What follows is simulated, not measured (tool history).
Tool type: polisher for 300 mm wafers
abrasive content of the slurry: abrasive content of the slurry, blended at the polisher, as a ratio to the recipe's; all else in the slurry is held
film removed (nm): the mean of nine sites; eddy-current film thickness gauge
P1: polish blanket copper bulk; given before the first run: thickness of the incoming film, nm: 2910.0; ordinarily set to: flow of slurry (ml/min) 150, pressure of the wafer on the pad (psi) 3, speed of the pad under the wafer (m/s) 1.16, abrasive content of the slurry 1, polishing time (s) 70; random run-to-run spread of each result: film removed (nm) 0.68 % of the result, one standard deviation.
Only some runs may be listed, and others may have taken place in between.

run,hour,flow of slurry (ml/min),pressure of the wafer on the pad (psi),speed of the pad under the wafer (m/s),abrasive content of the slurry,polishing time (s),wafers polished on this pad,hours since the slurry nozzle was cleaned,hours since the head pressure was calibrated,hours since the slurry blender was calibrated,film removed (nm)
1,6.5,150,3,1.16,1,70,214,175.5,275.9,86.1,1001.2
2,14.8,150,3,1.16,1,70,276,183.8,284.2,94.4,978.49
3,25.3,150,3,0.58,1,70,355,194.3,294.7,104.9,495.01
4,32.5,225,3,1.16,1,70,409,201.5,301.9,112.1,1046.6
5,38.1,150,3,1.16,1,91,451,207.1,307.5,117.7,1267.1
6,44.5,150,3,1.16,0.75,70,499,213.5,313.9,124.1,924.34
7,52.1,110,3,1.16,1,70,556,221.1,321.5,131.7,925.05
8,60.2,150,1.4,1.16,1,70,617,229.2,329.6,139.8,458.6
9,68.5,150,3,1.16,1,70,679,237.5,337.9,148.1,984.19
10,75.9,150,3,1.16,1,41,735,244.9,345.3,155.5,579.26
11,86.1,150,4.6,1.16,1,70,811,255.1,355.5,165.7,1533.2
12,92.2,150,3,1.16,1,70,857,261.2,361.6,171.8,984.41
13,101.4,150,3,1.16,1,70,926,270.4,370.8,181,992.44
14,110.4,150,3,1.16,1,70,993,279.4,379.8,190,988.27
15,119.5,150,3,1.54,1,70,1062,288.5,388.9,199.1,1307.2
16,129,150,1.5,0.7,1,70,1133,298,398.4,208.6,296.27
17,136.7,150,3,1.16,1.25,70,1191,305.7,406.1,216.3,1043.5
18,141.7,150,3,1.16,1,70,1228,310.7,411.1,221.3,985.01
19,150.5,150,3,1.16,1,70,1294,319.5,419.9,230.1,939.84
20,160.3,150,3,1.16,1,70,1368,329.3,429.7,239.9,921.47
21,168.9,150,3,1.16,1,70,1432,337.9,438.3,248.5,919.84
22,174.2,150,3,1.16,1,70,1472,343.2,443.6,253.8,901.75
# hour 184.2: slurry blender recalibrated
23,184.4,150,3,1.16,1,70,1549,353.4,453.8,0.2,913.65
# hour 188.3: head pressure recalibrated
24,190,150,3,1.16,1,70,1591,359,1.7,5.8,895.55
25,198.3,150,3,1.16,1,70,1653,367.3,10,14.1,895.03
26,207,150,3,1.16,1,70,1718,376,18.7,22.8,889.04
27,211.7,150,3,1.16,1,70,1753,380.7,23.4,27.5,883.17

What P1 gives has crept off from where it sat before. The 2 causes that follow fit the log equally well, each at the size noted:
A: removal rate lost through wear of the pad, % = 9.97
B: slurry flow missing at the pad, % = 38.2
Onset of the creep was near hour 141.7.
All other causes, with the reason each is excluded:
head's pressure below its setpoint, %: serviced at hour 188.3, which brought nothing back
abrasive missing from the slurry, %: serviced at hour 184.2, which brought nothing back

Each of the check runs listed below is run on 5 wafers and reports their average, with the results left as question marks. Pick the one under which the possible causes would lead to clearly different results.
check 1,216.4,150,2,1.16,1,70,,,,,?
check 2,216.4,150,3,0.8,1,70,,,,,?
check 3,216.4,200,3,1.16,1,70,,,,,?
check 4,216.4,150,3,1.4,1,70,,,,,?

Outcome of each check run for each possible cause:
check,result,if A,if B
check 1,film removed (nm),593.12,593.21
check 2,film removed (nm),613.57,613.66
check 3,film removed (nm),929.59,952.48
check 4,film removed (nm),1073.8,1073.9
Smallest distance between any two causes, each pair judged by its most separating result, in per cent: check 1 0.01 %; check 2 0.01 %; check 3 2.43 %; check 4 0.01 %
Of the check runs offered, only check 3 discriminates between the causes; the rest would read about the same regardless of which cause applies.

After running check 3, the following was obtained: film removed (nm) 930.86. Which cause does this point to?

It was cause A: removal rate lost through wear of the pad, %.
